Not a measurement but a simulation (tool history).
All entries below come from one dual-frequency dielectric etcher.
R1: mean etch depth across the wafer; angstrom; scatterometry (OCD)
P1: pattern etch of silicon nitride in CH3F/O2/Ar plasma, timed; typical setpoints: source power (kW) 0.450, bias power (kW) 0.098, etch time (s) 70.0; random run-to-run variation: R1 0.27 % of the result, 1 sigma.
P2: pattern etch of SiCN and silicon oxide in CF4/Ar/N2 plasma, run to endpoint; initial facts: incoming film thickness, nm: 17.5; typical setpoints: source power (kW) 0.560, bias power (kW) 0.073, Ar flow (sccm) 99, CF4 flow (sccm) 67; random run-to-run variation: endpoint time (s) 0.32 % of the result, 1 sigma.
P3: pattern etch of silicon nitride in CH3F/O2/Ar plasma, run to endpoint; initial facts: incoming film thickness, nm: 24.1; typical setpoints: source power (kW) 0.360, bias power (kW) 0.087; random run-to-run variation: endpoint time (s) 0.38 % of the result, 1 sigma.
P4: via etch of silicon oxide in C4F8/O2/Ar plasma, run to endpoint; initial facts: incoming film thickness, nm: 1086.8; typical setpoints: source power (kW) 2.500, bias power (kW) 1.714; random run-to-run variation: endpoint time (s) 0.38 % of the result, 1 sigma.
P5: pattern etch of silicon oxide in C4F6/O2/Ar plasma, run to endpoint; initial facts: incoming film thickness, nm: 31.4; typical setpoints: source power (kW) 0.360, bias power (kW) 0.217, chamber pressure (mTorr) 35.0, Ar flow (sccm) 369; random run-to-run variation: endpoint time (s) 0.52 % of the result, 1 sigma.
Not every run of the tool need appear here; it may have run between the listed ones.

run 1 hour=5.5 | process_that_ran=P1 source_power_(kW)=0.450 bias_power_(kW)=0.098 etch_time_(s)=70.0 | R1=558.72
run 2 hour=10.9 | process_that_ran=P1 source_power_(kW)=0.560 bias_power_(kW)=0.098 etch_time_(s)=93.5 | R1=811.30
run 3 hour=21.5 | process_that_ran=P5 source_power_(kW)=0.360 bias_power_(kW)=0.175 chamber_pressure_(mTorr)=35.0 Ar_flow_(sccm)=369 | endpoint_time_(s)=11.0440
run 4 hour=30.9 | process_that_ran=P4 source_power_(kW)=2.500 bias_power_(kW)=1.714 | endpoint_time_(s)=207.4300
run 5 hour=38.4 | process_that_ran=P3 source_power_(kW)=0.360 bias_power_(kW)=0.087 | endpoint_time_(s)=34.5430
run 6 hour=44.9 | process_that_ran=P1 source_power_(kW)=0.450 bias_power_(kW)=0.098 etch_time_(s)=70.0 | R1=557.56
run 7 hour=50.0 | process_that_ran=P1 source_power_(kW)=0.450 bias_power_(kW)=0.098 etch_time_(s)=88.5 | R1=703.77
run 8 hour=60.3 | process_that_ran=P5 source_power_(kW)=0.360 bias_power_(kW)=0.217 chamber_pressure_(mTorr)=35.0 Ar_flow_(sccm)=369 | endpoint_time_(s)=10.2840
run 9 hour=70.4 | process_that_ran=P5 source_power_(kW)=0.290 bias_power_(kW)=0.217 chamber_pressure_(mTorr)=35.0 Ar_flow_(sccm)=369 | endpoint_time_(s)=11.2000
run 10 hour=75.6 | process_that_ran=P1 source_power_(kW)=0.350 bias_power_(kW)=0.098 etch_time_(s)=70.0 | R1=508.48
run 11 hour=84.4 | process_that_ran=P1 source_power_(kW)=0.450 bias_power_(kW)=0.133 etch_time_(s)=70.0 | R1=625.19
run 12 hour=90.1 | process_that_ran=P1 source_power_(kW)=0.450 bias_power_(kW)=0.098 etch_time_(s)=70.0 | R1=558.13
run 13 hour=95.3 | process_that_ran=P2 source_power_(kW)=0.560 bias_power_(kW)=0.073 Ar_flow_(sccm)=99 CF4_flow_(sccm)=92 | endpoint_time_(s)=15.9930
run 14 hour=100.8 | process_that_ran=P4 source_power_(kW)=2.030 bias_power_(kW)=1.714 | endpoint_time_(s)=225.1500
run 15 hour=109.6 | process_that_ran=P5 source_power_(kW)=0.360 bias_power_(kW)=0.217 chamber_pressure_(mTorr)=35.0 Ar_flow_(sccm)=369 | endpoint_time_(s)=10.2530
run 16 hour=120.2 | process_that_ran=P5 source_power_(kW)=0.360 bias_power_(kW)=0.217 chamber_pressure_(mTorr)=42.5 Ar_flow_(sccm)=369 | endpoint_time_(s)=10.4710
run 17 hour=130.2 | process_that_ran=P1 source_power_(kW)=0.450 bias_power_(kW)=0.098 etch_time_(s)=70.0 | R1=558.97
run 18 hour=140.6 | process_that_ran=P1 source_power_(kW)=0.450 bias_power_(kW)=0.062 etch_time_(s)=70.0 | R1=476.46
run 19 hour=147.6 | process_that_ran=P1 source_power_(kW)=0.450 bias_power_(kW)=0.098 etch_time_(s)=52.0 | R1=416.66
run 20 hour=155.8 | process_that_ran=P2 source_power_(kW)=0.560 bias_power_(kW)=0.073 Ar_flow_(sccm)=99 CF4_flow_(sccm)=67 | endpoint_time_(s)=16.6990
run 21 hour=165.5 | process_that_ran=P2 source_power_(kW)=0.660 bias_power_(kW)=0.073 Ar_flow_(sccm)=99 CF4_flow_(sccm)=67 | endpoint_time_(s)=14.3570
run 22 hour=172.8 | process_that_ran=P3 source_power_(kW)=0.360 bias_power_(kW)=0.070 | endpoint_time_(s)=37.4410
run 23 hour=179.8 | process_that_ran=P2 source_power_(kW)=0.560 bias_power_(kW)=0.073 Ar_flow_(sccm)=138 CF4_flow_(sccm)=67 | endpoint_time_(s)=17.6520
run 24 hour=189.2 | process_that_ran=P5 source_power_(kW)=0.360 bias_power_(kW)=0.217 chamber_pressure_(mTorr)=35.0 Ar_flow_(sccm)=249 | endpoint_time_(s)=9.8352
run 25 hour=197.8 | process_that_ran=P1 source_power_(kW)=0.550 bias_power_(kW)=0.098 etch_time_(s)=70.0 | R1=598.79
run 26 hour=208.0 | process_that_ran=P1 source_power_(kW)=0.290 bias_power_(kW)=0.098 etch_time_(s)=45.5 | R1=307.77
run 27 hour=212.8 | process_that_ran=P2 source_power_(kW)=0.560 bias_power_(kW)=0.099 Ar_flow_(sccm)=99 CF4_flow_(sccm)=67 | endpoint_time_(s)=14.9730
run 28 hour=218.2 | process_that_ran=P3 source_power_(kW)=0.230 bias_power_(kW)=0.087 | endpoint_time_(s)=40.6080
run 29 hour=225.7 | process_that_ran=P4 source_power_(kW)=2.500 bias_power_(kW)=2.228 | endpoint_time_(s)=191.9000
run 30 hour=230.4 | process_that_ran=P2 source_power_(kW)=0.560 bias_power_(kW)=0.073 Ar_flow_(sccm)=99 CF4_flow_(sccm)=67 | endpoint_time_(s)=16.8590
run 31 hour=240.8 | process_that_ran=P1 source_power_(kW)=0.450 bias_power_(kW)=0.098 etch_time_(s)=70.0 | R1=555.55
run 32 hour=249.7 | process_that_ran=P1 source_power_(kW)=0.450 bias_power_(kW)=0.098 etch_time_(s)=70.0 | R1=556.49
run 33 hour=258.7 | process_that_ran=P1 source_power_(kW)=0.450 bias_power_(kW)=0.098 etch_time_(s)=70.0 | R1=558.72
run 34 hour=265.1 | process_that_ran=P1 source_power_(kW)=0.450 bias_power_(kW)=0.098 etch_time_(s)=70.0 | R1=564.81
run 35 hour=271.8 | process_that_ran=P1 source_power_(kW)=0.450 bias_power_(kW)=0.098 etch_time_(s)=70.0 | R1=563.67
-- hour=274.7 wet clean of the chamber
run 36 hour=277.5 | process_that_ran=P1 source_power_(kW)=0.450 bias_power_(kW)=0.098 etch_time_(s)=70.0 | R1=565.53
run 37 hour=284.5 | process_that_ran=P1 source_power_(kW)=0.450 bias_power_(kW)=0.098 etch_time_(s)=70.0 | R1=567.95
run 38 hour=292.0 | process_that_ran=P1 source_power_(kW)=0.450 bias_power_(kW)=0.098 etch_time_(s)=70.0 | R1=563.92
run 39 hour=297.9 | process_that_ran=P1 source_power_(kW)=0.450 bias_power_(kW)=0.098 etch_time_(s)=70.0 | R1=567.46
run 40 hour=303.3 | process_that_ran=P1 source_power_(kW)=0.450 bias_power_(kW)=0.098 etch_time_(s)=70.0 | R1=567.04

Something has made what P1 gives creep away from where it was; the 2 causes below, each at its own stated size, fit the log equally well:
A: source power that arrives over what is set, % = 3.98
B: bias power that arrives over what is set, % = 4.09
Creep in the process output first set in at about hour 258.7.
Each remaining cause and why it is not a fit:
chamber walls in a state that raises the etch rate, %: was serviced at hour 274.7, once the creep was under way, yet the earlier output never came back

Consider the 4 check runs below, whose results appear as question marks and each of which averages 2 wafers. Which one distinguishes the causes, in that each cause would give it a clearly different result?
run check 1 hour=308.7 | process_that_ran=P2 source_power_(kW)=0.560 bias_power_(kW)=0.073 Ar_flow_(sccm)=99 CF4_flow_(sccm)=67 | endpoint_time_(s)=?
run check 2 hour=308.7 | process_that_ran=P3 source_power_(kW)=0.360 bias_power_(kW)=0.087 | endpoint_time_(s)=?
run check 3 hour=308.7 | process_that_ran=P5 source_power_(kW)=0.360 bias_power_(kW)=0.217 chamber_pressure_(mTorr)=35.0 Ar_flow_(sccm)=369 | endpoint_time_(s)=?
run check 4 hour=308.7 | process_that_ran=P4 source_power_(kW)=2.500 bias_power_(kW)=1.714 | endpoint_time_(s)=?

If the cause were each of the candidates in turn, the checks would give the following:
check=check_1 result=endpoint_time_(s) if_A=16.1800 if_B=16.5230
check=check_2 result=endpoint_time_(s) if_A=34.0960 if_B=34.1010
check=check_3 result=endpoint_time_(s) if_A=10.1400 if_B=10.1570
check=check_4 result=endpoint_time_(s) if_A=203.5200 if_B=204.5200
Gap, in per cent, between the two causes that each check separates least, read from the result that separates them most: check 1 2.1 %; check 2 0.01 %; check 3 0.17 %; check 4 0.49 %
Check 1 tells the causes apart: in the others they would give nearly the same result.

The results of check 1 are: endpoint time (s) 16.1690. Based on these, which of the listed causes is it?

A is the cause: source power that arrives over what is set, %.
